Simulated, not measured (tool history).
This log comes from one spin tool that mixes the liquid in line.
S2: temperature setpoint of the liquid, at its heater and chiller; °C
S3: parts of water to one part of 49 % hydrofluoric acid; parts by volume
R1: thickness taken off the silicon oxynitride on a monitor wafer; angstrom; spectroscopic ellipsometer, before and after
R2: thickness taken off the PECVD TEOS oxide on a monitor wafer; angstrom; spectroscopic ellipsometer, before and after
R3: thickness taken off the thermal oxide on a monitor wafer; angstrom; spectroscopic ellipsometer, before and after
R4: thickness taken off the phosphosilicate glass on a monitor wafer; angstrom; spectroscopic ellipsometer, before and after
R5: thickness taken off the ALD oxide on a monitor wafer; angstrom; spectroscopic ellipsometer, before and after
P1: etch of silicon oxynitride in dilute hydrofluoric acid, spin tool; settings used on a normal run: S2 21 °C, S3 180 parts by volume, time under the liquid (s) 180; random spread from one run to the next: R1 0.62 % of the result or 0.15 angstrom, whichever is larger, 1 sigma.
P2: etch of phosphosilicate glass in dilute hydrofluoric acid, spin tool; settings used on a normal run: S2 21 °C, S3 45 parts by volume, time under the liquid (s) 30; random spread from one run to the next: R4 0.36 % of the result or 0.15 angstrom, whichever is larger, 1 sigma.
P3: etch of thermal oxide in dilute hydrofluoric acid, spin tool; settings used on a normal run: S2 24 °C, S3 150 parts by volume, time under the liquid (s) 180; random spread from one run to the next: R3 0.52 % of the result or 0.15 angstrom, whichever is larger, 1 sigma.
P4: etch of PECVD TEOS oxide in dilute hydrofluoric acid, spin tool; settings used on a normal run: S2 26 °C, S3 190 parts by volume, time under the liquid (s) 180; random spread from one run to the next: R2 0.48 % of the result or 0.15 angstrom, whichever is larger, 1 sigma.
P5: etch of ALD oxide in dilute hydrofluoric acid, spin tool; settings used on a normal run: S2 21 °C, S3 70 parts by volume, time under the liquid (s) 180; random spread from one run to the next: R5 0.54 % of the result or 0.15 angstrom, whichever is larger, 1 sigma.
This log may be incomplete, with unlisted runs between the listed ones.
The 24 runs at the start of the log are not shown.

Run 25, hour 271.4: process that ran P1, S2 17 °C, S3 180 parts by volume, time under the liquid (s) 180. Result: R1 32.631 angstrom.
Run 26, hour 285.3: process that ran P2, S2 21 °C, S3 20 parts by volume, time under the liquid (s) 30. Result: R4 2398.4 angstrom.
Run 27, hour 299.7: process that ran P3, S2 28 °C, S3 150 parts by volume, time under the liquid (s) 180. Result: R3 61.707 angstrom.
Run 28, hour 312: process that ran P3, S2 24 °C, S3 150 parts by volume, time under the liquid (s) 180. Result: R3 53.052 angstrom.
Run 29, hour 324.1: process that ran P1, S2 21 °C, S3 180 parts by volume, time under the liquid (s) 285. Result: R1 63.979 angstrom.
Run 30, hour 331.3: process that ran P5, S2 21 °C, S3 70 parts by volume, time under the liquid (s) 180. Result: R5 218.33 angstrom.
Run 31, hour 342: process that ran P2, S2 21 °C, S3 45 parts by volume, time under the liquid (s) 30. Result: R4 1037.4 angstrom.
Run 32, hour 351.3: process that ran P1, S2 21 °C, S3 180 parts by volume, time under the liquid (s) 180. Result: R1 39.189 angstrom.
Run 33, hour 359.4: process that ran P1, S2 21 °C, S3 180 parts by volume, time under the liquid (s) 180. Result: R1 41.627 angstrom.
Run 34, hour 373.2: process that ran P1, S2 21 °C, S3 180 parts by volume, time under the liquid (s) 180. Result: R1 42.817 angstrom.

The next listed run, before its measurement:
Run 35, hour 384.7: process that ran P1, S2 21 °C, S3 180 parts by volume, time under the liquid (s) 180. Result: R1 ?.

R1: 44.155 angstrom
